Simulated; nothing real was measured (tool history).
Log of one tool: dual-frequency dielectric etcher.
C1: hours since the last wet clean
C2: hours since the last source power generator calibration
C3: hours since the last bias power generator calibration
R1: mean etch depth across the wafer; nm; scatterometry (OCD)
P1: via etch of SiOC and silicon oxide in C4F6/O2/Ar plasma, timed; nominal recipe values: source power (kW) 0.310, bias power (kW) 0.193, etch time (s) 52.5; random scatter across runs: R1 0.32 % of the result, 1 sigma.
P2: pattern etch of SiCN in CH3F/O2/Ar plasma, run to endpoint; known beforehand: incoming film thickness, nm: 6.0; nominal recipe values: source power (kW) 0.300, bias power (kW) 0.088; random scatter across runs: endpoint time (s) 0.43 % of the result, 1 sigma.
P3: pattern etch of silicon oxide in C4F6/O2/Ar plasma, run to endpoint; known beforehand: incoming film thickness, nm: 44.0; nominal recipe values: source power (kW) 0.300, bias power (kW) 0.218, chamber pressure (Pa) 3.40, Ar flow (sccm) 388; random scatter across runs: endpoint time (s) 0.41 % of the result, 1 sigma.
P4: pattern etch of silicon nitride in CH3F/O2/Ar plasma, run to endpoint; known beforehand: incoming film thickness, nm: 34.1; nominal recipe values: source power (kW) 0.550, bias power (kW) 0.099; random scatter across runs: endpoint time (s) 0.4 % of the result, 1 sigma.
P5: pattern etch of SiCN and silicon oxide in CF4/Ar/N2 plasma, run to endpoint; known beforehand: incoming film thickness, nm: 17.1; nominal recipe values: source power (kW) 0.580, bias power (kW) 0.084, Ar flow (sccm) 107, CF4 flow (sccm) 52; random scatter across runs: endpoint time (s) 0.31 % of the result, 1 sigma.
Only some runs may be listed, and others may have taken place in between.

{"run": 1, "hour": 4.6, "process that ran": "P1", "source power (kW)": 0.31, "bias power (kW)": 0.193, "etch time (s)": 52.5, "C1": 382.7, "C2": 1422.0, "C3": 1789.1, "R1": 53.59}
{"run": 2, "hour": 8.1, "process that ran": "P3", "source power (kW)": 0.3, "bias power (kW)": 0.218, "chamber pressure (Pa)": 3.4, "Ar flow (sccm)": 388, "C1": 386.2, "C2": 1425.5, "C3": 1792.6, "endpoint time (s)": 14.709}
{"run": 3, "hour": 11.5, "process that ran": "P4", "source power (kW)": 0.55, "bias power (kW)": 0.099, "C1": 389.6, "C2": 1428.9, "C3": 1796.0, "endpoint time (s)": 38.277}
{"run": 4, "hour": 16.7, "process that ran": "P2", "source power (kW)": 0.3, "bias power (kW)": 0.088, "C1": 394.8, "C2": 1434.1, "C3": 1801.2, "endpoint time (s)": 15.96}
{"run": 5, "hour": 20.4, "process that ran": "P5", "source power (kW)": 0.58, "bias power (kW)": 0.084, "Ar flow (sccm)": 107, "CF4 flow (sccm)": 52, "C1": 398.5, "C2": 1437.8, "C3": 1804.9, "endpoint time (s)": 15.911}
{"run": 6, "hour": 23.7, "process that ran": "P1", "source power (kW)": 0.4, "bias power (kW)": 0.193, "etch time (s)": 66.0, "C1": 401.8, "C2": 1441.1, "C3": 1808.2, "R1": 74.229}
{"run": 7, "hour": 28.1, "process that ran": "P3", "source power (kW)": 0.41, "bias power (kW)": 0.218, "chamber pressure (Pa)": 3.4, "Ar flow (sccm)": 388, "C1": 406.2, "C2": 1445.5, "C3": 1812.6, "endpoint time (s)": 12.972}
{"run": 8, "hour": 34.5, "process that ran": "P1", "source power (kW)": 0.19, "bias power (kW)": 0.193, "etch time (s)": 74.5, "C1": 412.6, "C2": 1451.9, "C3": 1819.0, "R1": 63.217}
{"run": 9, "hour": 38.3, "process that ran": "P1", "source power (kW)": 0.31, "bias power (kW)": 0.193, "etch time (s)": 33.0, "C1": 416.4, "C2": 1455.7, "C3": 1822.8, "R1": 33.851}
{"run": 10, "hour": 45.5, "process that ran": "P5", "source power (kW)": 0.69, "bias power (kW)": 0.084, "Ar flow (sccm)": 107, "CF4 flow (sccm)": 52, "C1": 423.6, "C2": 1462.9, "C3": 1830.0, "endpoint time (s)": 13.731}
{"run": 11, "hour": 49.0, "process that ran": "P4", "source power (kW)": 0.55, "bias power (kW)": 0.119, "C1": 427.1, "C2": 1466.4, "C3": 1833.5, "endpoint time (s)": 35.94}
{"run": 12, "hour": 55.4, "process that ran": "P3", "source power (kW)": 0.3, "bias power (kW)": 0.218, "chamber pressure (Pa)": 4.27, "Ar flow (sccm)": 388, "C1": 433.5, "C2": 1472.8, "C3": 1839.9, "endpoint time (s)": 14.995}
{"run": 13, "hour": 63.0, "process that ran": "P2", "source power (kW)": 0.3, "bias power (kW)": 0.088, "C1": 441.1, "C2": 1480.4, "C3": 1847.5, "endpoint time (s)": 16.023}
{"run": 14, "hour": 69.1, "process that ran": "P5", "source power (kW)": 0.58, "bias power (kW)": 0.084, "Ar flow (sccm)": 107, "CF4 flow (sccm)": 37, "C1": 447.2, "C2": 1486.5, "C3": 1853.6, "endpoint time (s)": 16.813}
{"run": 15, "hour": 76.2, "process that ran": "P3", "source power (kW)": 0.3, "bias power (kW)": 0.305, "chamber pressure (Pa)": 3.4, "Ar flow (sccm)": 388, "C1": 454.3, "C2": 1493.6, "C3": 1860.7, "endpoint time (s)": 13.004}
{"run": 16, "hour": 82.4, "process that ran": "P4", "source power (kW)": 0.76, "bias power (kW)": 0.099, "C1": 460.5, "C2": 1499.8, "C3": 1866.9, "endpoint time (s)": 33.763}
{"run": 17, "hour": 90.1, "process that ran": "P2", "source power (kW)": 0.18, "bias power (kW)": 0.088, "C1": 468.2, "C2": 1507.5, "C3": 1874.6, "endpoint time (s)": 19.237}
{"run": 18, "hour": 95.9, "process that ran": "P3", "source power (kW)": 0.3, "bias power (kW)": 0.218, "chamber pressure (Pa)": 3.4, "Ar flow (sccm)": 388, "C1": 474.0, "C2": 1513.3, "C3": 1880.4, "endpoint time (s)": 14.6}
{"run": 19, "hour": 103.2, "process that ran": "P5", "source power (kW)": 0.58, "bias power (kW)": 0.084, "Ar flow (sccm)": 81, "CF4 flow (sccm)": 52, "C1": 481.3, "C2": 1520.6, "C3": 1887.7, "endpoint time (s)": 15.359}
{"run": 20, "hour": 108.8, "process that ran": "P1", "source power (kW)": 0.31, "bias power (kW)": 0.113, "etch time (s)": 52.5, "C1": 486.9, "C2": 1526.2, "C3": 1893.3, "R1": 45.545}
{"run": 21, "hour": 116.3, "process that ran": "P5", "source power (kW)": 0.58, "bias power (kW)": 0.084, "Ar flow (sccm)": 107, "CF4 flow (sccm)": 52, "C1": 494.4, "C2": 1533.7, "C3": 1900.8, "endpoint time (s)": 15.931}
{"run": 22, "hour": 119.9, "process that ran": "P1", "source power (kW)": 0.31, "bias power (kW)": 0.193, "etch time (s)": 72.0, "C1": 498.0, "C2": 1537.3, "C3": 1904.4, "R1": 73.212}
{"run": 23, "hour": 126.7, "process that ran": "P1", "source power (kW)": 0.31, "bias power (kW)": 0.193, "etch time (s)": 52.5, "C1": 504.8, "C2": 1544.1, "C3": 1911.2, "R1": 53.524}
{"run": 24, "hour": 133.9, "process that ran": "P1", "source power (kW)": 0.41, "bias power (kW)": 0.193, "etch time (s)": 52.5, "C1": 512.0, "C2": 1551.3, "C3": 1918.4, "R1": 59.33}
{"run": 25, "hour": 141.4, "process that ran": "P1", "source power (kW)": 0.19, "bias power (kW)": 0.157, "etch time (s)": 52.5, "C1": 519.5, "C2": 1558.8, "C3": 1925.9, "R1": 41.613}
{"run": 26, "hour": 144.9, "process that ran": "P3", "source power (kW)": 0.3, "bias power (kW)": 0.218, "chamber pressure (Pa)": 3.4, "Ar flow (sccm)": 294, "C1": 523.0, "C2": 1562.3, "C3": 1929.4, "endpoint time (s)": 14.203}
{"run": 27, "hour": 151.4, "process that ran": "P1", "source power (kW)": 0.31, "bias power (kW)": 0.193, "etch time (s)": 52.5, "C1": 529.5, "C2": 1568.8, "C3": 1935.9, "R1": 53.99}
{"run": 28, "hour": 158.3, "process that ran": "P1", "source power (kW)": 0.31, "bias power (kW)": 0.193, "etch time (s)": 52.5, "C1": 536.4, "C2": 1575.7, "C3": 1942.8, "R1": 53.779}
{"run": 29, "hour": 161.7, "process that ran": "P2", "source power (kW)": 0.3, "bias power (kW)": 0.109, "C1": 539.8, "C2": 1579.1, "C3": 1946.2, "endpoint time (s)": 14.803}
{"run": 30, "hour": 168.8, "process that ran": "P1", "source power (kW)": 0.2, "bias power (kW)": 0.193, "etch time (s)": 52.5, "C1": 546.9, "C2": 1586.2, "C3": 1953.3, "R1": 45.503}
{"run": 31, "hour": 176.1, "process that ran": "P1", "source power (kW)": 0.31, "bias power (kW)": 0.25, "etch time (s)": 52.5, "C1": 554.2, "C2": 1593.5, "C3": 1960.6, "R1": 58.689}
{"run": 32, "hour": 179.9, "process that ran": "P5", "source power (kW)": 0.58, "bias power (kW)": 0.05, "Ar flow (sccm)": 107, "CF4 flow (sccm)": 52, "C1": 558.0, "C2": 1597.3, "C3": 1964.4, "endpoint time (s)": 19.035}
{"run": 33, "hour": 186.5, "process that ran": "P1", "source power (kW)": 0.31, "bias power (kW)": 0.193, "etch time (s)": 52.5, "C1": 564.6, "C2": 1603.9, "C3": 1971.0, "R1": 53.446}
{"run": 34, "hour": 193.8, "process that ran": "P1", "source power (kW)": 0.31, "bias power (kW)": 0.193, "etch time (s)": 52.5, "C1": 571.9, "C2": 1611.2, "C3": 1978.3, "R1": 53.816}
{"run": 35, "hour": 200.0, "process that ran": "P1", "source power (kW)": 0.31, "bias power (kW)": 0.193, "etch time (s)": 52.5, "C1": 578.1, "C2": 1617.4, "C3": 1984.5, "R1": 53.871}
{"run": 36, "hour": 203.8, "process that ran": "P1", "source power (kW)": 0.31, "bias power (kW)": 0.193, "etch time (s)": 52.5, "C1": 581.9, "C2": 1621.2, "C3": 1988.3, "R1": 54.091}
{"run": 37, "hour": 209.3, "process that ran": "P1", "source power (kW)": 0.31, "bias power (kW)": 0.193, "etch time (s)": 52.5, "C1": 587.4, "C2": 1626.7, "C3": 1993.8, "R1": 54.239}
{"run": 38, "hour": 216.6, "process that ran": "P1", "source power (kW)": 0.31, "bias power (kW)": 0.193, "etch time (s)": 52.5, "C1": 594.7, "C2": 1634.0, "C3": 2001.1, "R1": 54.516}
{"hour": 218.4, "done": "wet clean of the chamber"}
{"run": 39, "hour": 220.5, "process that ran": "P1", "source power (kW)": 0.31, "bias power (kW)": 0.193, "etch time (s)": 52.5, "C1": 2.1, "C2": 1637.9, "C3": 2005.0, "R1": 54.705}
{"run": 40, "hour": 227.4, "process that ran": "P1", "source power (kW)": 0.31, "bias power (kW)": 0.193, "etch time (s)": 52.5, "C1": 9.0, "C2": 1644.8, "C3": 2011.9, "R1": 54.423}
{"run": 41, "hour": 235.0, "process that ran": "P1", "source power (kW)": 0.31, "bias power (kW)": 0.193, "etch time (s)": 52.5, "C1": 16.6, "C2": 1652.4, "C3": 2019.5, "R1": 54.376}
{"run": 42, "hour": 241.6, "process that ran": "P1", "source power (kW)": 0.31, "bias power (kW)": 0.193, "etch time (s)": 52.5, "C1": 23.2, "C2": 1659.0, "C3": 2026.1, "R1": 54.112}
{"run": 43, "hour": 247.1, "process that ran": "P1", "source power (kW)": 0.31, "bias power (kW)": 0.193, "etch time (s)": 52.5, "C1": 28.7, "C2": 1664.5, "C3": 2031.6, "R1": 54.695}
{"run": 44, "hour": 252.8, "process that ran": "P1", "source power (kW)": 0.31, "bias power (kW)": 0.193, "etch time (s)": 52.5, "C1": 34.4, "C2": 1670.2, "C3": 2037.3, "R1": 54.424}

The output of P1 has drifted from where it used to be. Each of the 2 causes below, taken at the size shown beside it, accounts for the log equally well:
A: bias power that arrives over what is set, % = 4.87
B: source power that arrives over what is set, % = 4.22
The drift started at roughly hour 193.8.
All other causes, with the reason each is excluded:
chamber walls in a state that raises the etch rate, %: serviced at hour 218.4, after the change had begun; the process did not return to its earlier output

Consider the 4 check runs below, whose results appear as question marks and each of which averages 2 wafers. Which one distinguishes the causes, in that each cause would give it a clearly different result?
{"run": "check 1", "hour": 258.5, "process that ran": "P3", "source power (kW)": 0.38, "bias power (kW)": 0.288, "chamber pressure (Pa)": 3.4, "Ar flow (sccm)": 388, "endpoint time (s)": "?"}
{"run": "check 2", "hour": 258.5, "process that ran": "P4", "source power (kW)": 0.75, "bias power (kW)": 0.099, "endpoint time (s)": "?"}
{"run": "check 3", "hour": 258.5, "process that ran": "P2", "source power (kW)": 0.3, "bias power (kW)": 0.101, "endpoint time (s)": "?"}
{"run": "check 4", "hour": 258.5, "process that ran": "P5", "source power (kW)": 0.58, "bias power (kW)": 0.06, "Ar flow (sccm)": 107, "CF4 flow (sccm)": 52, "endpoint time (s)": "?"}

How each check would come out, cause by cause:
check=check_1 result=endpoint_time_(s) if_A=11.943 if_B=11.954
check=check_2 result=endpoint_time_(s) if_A=33.501 if_B=33.540
check=check_3 result=endpoint_time_(s) if_A=14.901 if_B=14.948
check=check_4 result=endpoint_time_(s) if_A=17.649 if_B=17.294
Per-check spread between the two closest causes, in the result where they differ most: check 1 0.09 %; check 2 0.11 %; check 3 0.32 %; check 4 2.03 %
Only check 4 tells the causes apart: in the others they would give nearly the same result.

Here is what check 4 returned: endpoint time (s) 17.295. Which cause is it?

The cause is B: source power that arrives over what is set, %.
